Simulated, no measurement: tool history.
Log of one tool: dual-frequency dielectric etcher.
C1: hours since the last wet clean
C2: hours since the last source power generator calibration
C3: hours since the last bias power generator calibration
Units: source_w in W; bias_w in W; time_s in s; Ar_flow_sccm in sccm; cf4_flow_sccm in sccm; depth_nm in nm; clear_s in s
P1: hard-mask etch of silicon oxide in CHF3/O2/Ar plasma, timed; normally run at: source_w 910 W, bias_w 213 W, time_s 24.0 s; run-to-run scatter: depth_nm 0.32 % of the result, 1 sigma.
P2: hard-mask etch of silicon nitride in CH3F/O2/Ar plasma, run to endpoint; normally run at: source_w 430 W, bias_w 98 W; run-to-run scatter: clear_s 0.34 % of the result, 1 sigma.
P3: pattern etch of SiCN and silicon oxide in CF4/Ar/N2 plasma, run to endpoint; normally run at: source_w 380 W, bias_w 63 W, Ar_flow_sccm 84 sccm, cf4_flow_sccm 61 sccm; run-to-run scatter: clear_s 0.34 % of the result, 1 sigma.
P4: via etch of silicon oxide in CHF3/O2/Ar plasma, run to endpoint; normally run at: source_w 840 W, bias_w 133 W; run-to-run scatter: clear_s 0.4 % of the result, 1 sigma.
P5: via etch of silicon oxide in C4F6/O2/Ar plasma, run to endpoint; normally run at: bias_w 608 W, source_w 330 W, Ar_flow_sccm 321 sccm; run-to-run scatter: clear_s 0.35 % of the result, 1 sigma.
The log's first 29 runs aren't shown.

{"run": 30, "hour": 97.2, "process": "P1", "source_w": 550, "bias_w": 168, "time_s": 24.0, "C1": 155.1, "C2": 670.1, "C3": 449.3, "depth_nm": 45.858}
{"run": 31, "hour": 100.5, "process": "P1", "source_w": 910, "bias_w": 213, "time_s": 24.0, "C1": 158.4, "C2": 673.4, "C3": 452.6, "depth_nm": 60.443}
{"run": 32, "hour": 103.3, "process": "P1", "source_w": 910, "bias_w": 213, "time_s": 24.0, "C1": 161.2, "C2": 676.2, "C3": 455.4, "depth_nm": 60.01}
{"run": 33, "hour": 106.5, "process": "P1", "source_w": 910, "bias_w": 213, "time_s": 24.0, "C1": 164.4, "C2": 679.4, "C3": 458.6, "depth_nm": 60.092}
{"run": 34, "hour": 110.8, "process": "P1", "source_w": 910, "bias_w": 213, "time_s": 24.0, "C1": 168.7, "C2": 683.7, "C3": 462.9, "depth_nm": 59.89}
{"run": 35, "hour": 114.2, "process": "P1", "source_w": 910, "bias_w": 213, "time_s": 24.0, "C1": 172.1, "C2": 687.1, "C3": 466.3, "depth_nm": 59.842}
{"run": 36, "hour": 116.6, "process": "P1", "source_w": 910, "bias_w": 213, "time_s": 24.0, "C1": 174.5, "C2": 689.5, "C3": 468.7, "depth_nm": 59.703}
{"run": 37, "hour": 121.0, "process": "P1", "source_w": 910, "bias_w": 213, "time_s": 24.0, "C1": 178.9, "C2": 693.9, "C3": 473.1, "depth_nm": 59.778}

Forecast run 38:
{"hour": 124.7, "done": "wet clean of the chamber"}
{"run": 38, "hour": 125.0, "process": "P1", "source_w": 910, "bias_w": 213, "time_s": 24.0, "C1": 0.3, "C2": 697.9, "C3": 477.1, "depth_nm": "?"}

{"run 38": {"depth_nm": 59.267}}

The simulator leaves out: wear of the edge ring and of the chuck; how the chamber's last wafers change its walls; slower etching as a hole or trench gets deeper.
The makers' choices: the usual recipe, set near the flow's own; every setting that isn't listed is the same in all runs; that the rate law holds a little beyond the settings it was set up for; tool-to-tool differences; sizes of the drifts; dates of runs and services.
